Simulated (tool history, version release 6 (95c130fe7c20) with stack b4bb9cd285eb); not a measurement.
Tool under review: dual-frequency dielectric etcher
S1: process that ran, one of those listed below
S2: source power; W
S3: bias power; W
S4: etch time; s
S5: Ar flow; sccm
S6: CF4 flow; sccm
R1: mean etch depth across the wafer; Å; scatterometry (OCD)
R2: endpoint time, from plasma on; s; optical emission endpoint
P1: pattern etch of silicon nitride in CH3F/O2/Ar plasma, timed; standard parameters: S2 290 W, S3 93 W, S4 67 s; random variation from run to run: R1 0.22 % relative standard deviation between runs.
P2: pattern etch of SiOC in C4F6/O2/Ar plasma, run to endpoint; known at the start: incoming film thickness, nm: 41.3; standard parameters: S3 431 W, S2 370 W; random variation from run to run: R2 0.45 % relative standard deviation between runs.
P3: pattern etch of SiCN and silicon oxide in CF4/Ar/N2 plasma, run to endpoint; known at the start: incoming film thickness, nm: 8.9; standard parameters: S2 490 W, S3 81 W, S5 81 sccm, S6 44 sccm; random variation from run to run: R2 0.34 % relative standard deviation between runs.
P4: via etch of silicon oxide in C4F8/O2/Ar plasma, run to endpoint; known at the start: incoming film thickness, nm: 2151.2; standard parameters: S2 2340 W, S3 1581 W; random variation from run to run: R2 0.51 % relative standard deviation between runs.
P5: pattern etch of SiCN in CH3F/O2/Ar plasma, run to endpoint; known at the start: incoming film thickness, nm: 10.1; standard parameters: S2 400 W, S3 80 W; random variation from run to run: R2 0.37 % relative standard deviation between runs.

run,hour,S1,S2,S3,S4,S5,S6,R1,R2
1,15.6,P1,290,93,67,,,448.43,
2,28.9,P4,2340,1041,,,,,458.49
3,41.1,P3,600,81,,81,44,,8.078
4,57.8,P1,180,93,93,,,521.67,
5,75.5,P2,500,431,,,,,13.747
6,84.8,P5,400,80,,,,,26.229
7,101.3,P1,290,93,67,,,449.68,
8,112.2,P1,290,93,67,,,447.33,
9,122.8,P3,490,81,,81,44,,9.6592
10,133.7,P4,1530,1581,,,,,492.34
11,142.3,P1,290,93,67,,,448.04,
12,153.3,P1,290,93,67,,,448.09,
13,168.1,P1,290,57,67,,,375.79,
14,183.9,P1,360,93,67,,,485.13,
15,195.9,P3,490,81,,81,60,,9.1855
16,207.1,P1,290,93,84.5,,,566,
17,217.6,P4,2340,1581,,,,,411.47
18,231.3,P1,290,93,67,,,447.33,
19,245.4,P2,370,431,,,,,15.5
20,258.5,P1,290,93,40.5,,,269.74,
21,271.1,P3,490,48,,81,44,,11.523
22,281.5,P5,540,80,,,,,23.571
23,290.9,P5,400,47,,,,,31.456
24,302.4,P1,210,68,67,,,354.39,
25,311.8,P1,290,112,67,,,479.31,
26,324.3,P1,180,93,67,,,376,
27,340.9,P2,370,599,,,,,13.656
28,353,P3,490,81,,60,44,,9.1549
29,364.9,P1,290,93,67,,,447.46,
30,376.5,P1,290,93,67,,,451.03,
31,386,P1,290,93,67,,,452.62,
32,402.7,P1,290,93,67,,,453.92,
33,417.4,P1,290,93,67,,,454.18,
34,425.9,P1,290,93,67,,,453.06,
# hour 426: wet clean of the chamber
35,433.7,P1,290,93,67,,,453.87,
36,445.7,P1,290,93,67,,,451.84,
37,461.5,P1,290,93,67,,,455.06,

P1 no longer gives what it gave before; its output has crept away from where it was. The following 2 causes, each at its listed size, fit the log equally well:
A: source power that arrives over what is set, % = 3.78
B: bias power that arrives over what is set, % = 3.79
The gradual shift began around hour 364.9.
Each remaining cause and why it is not a fit:
chamber walls in a state that raises the etch rate, %: was serviced at hour 426, once the creep was under way, yet the earlier output never came back

Below are 4 check runs, each averaged over 2 wafers, with their results shown as question marks. Which of them would give clearly different results depending on which cause is behind the drift?
check 1,477.3,P2,490,576,,,,,?
check 2,477.3,P5,530,48,,,,,?
check 3,477.3,P4,1920,1312,,,,,?
check 4,477.3,P3,490,50,,81,44,,?

Outcome of each check run for each possible cause:
check,result,if A,if B
check 1,R2,12.353,12.348
check 2,R2,27.629,27.707
check 3,R2,462.91,465.45
check 4,R2,10.979,11.212
Distance between the nearest two causes, measured in the result of the check that separates them most: check 1 0.04 %; check 2 0.28 %; check 3 0.55 %; check 4 2.09 %
Only check 4 tells the causes apart: in the others they would give nearly the same result.

The results of check 4 are: R2 10.982 s. Based on these, which of the listed causes is it?

The cause is A: source power that arrives over what is set, %.
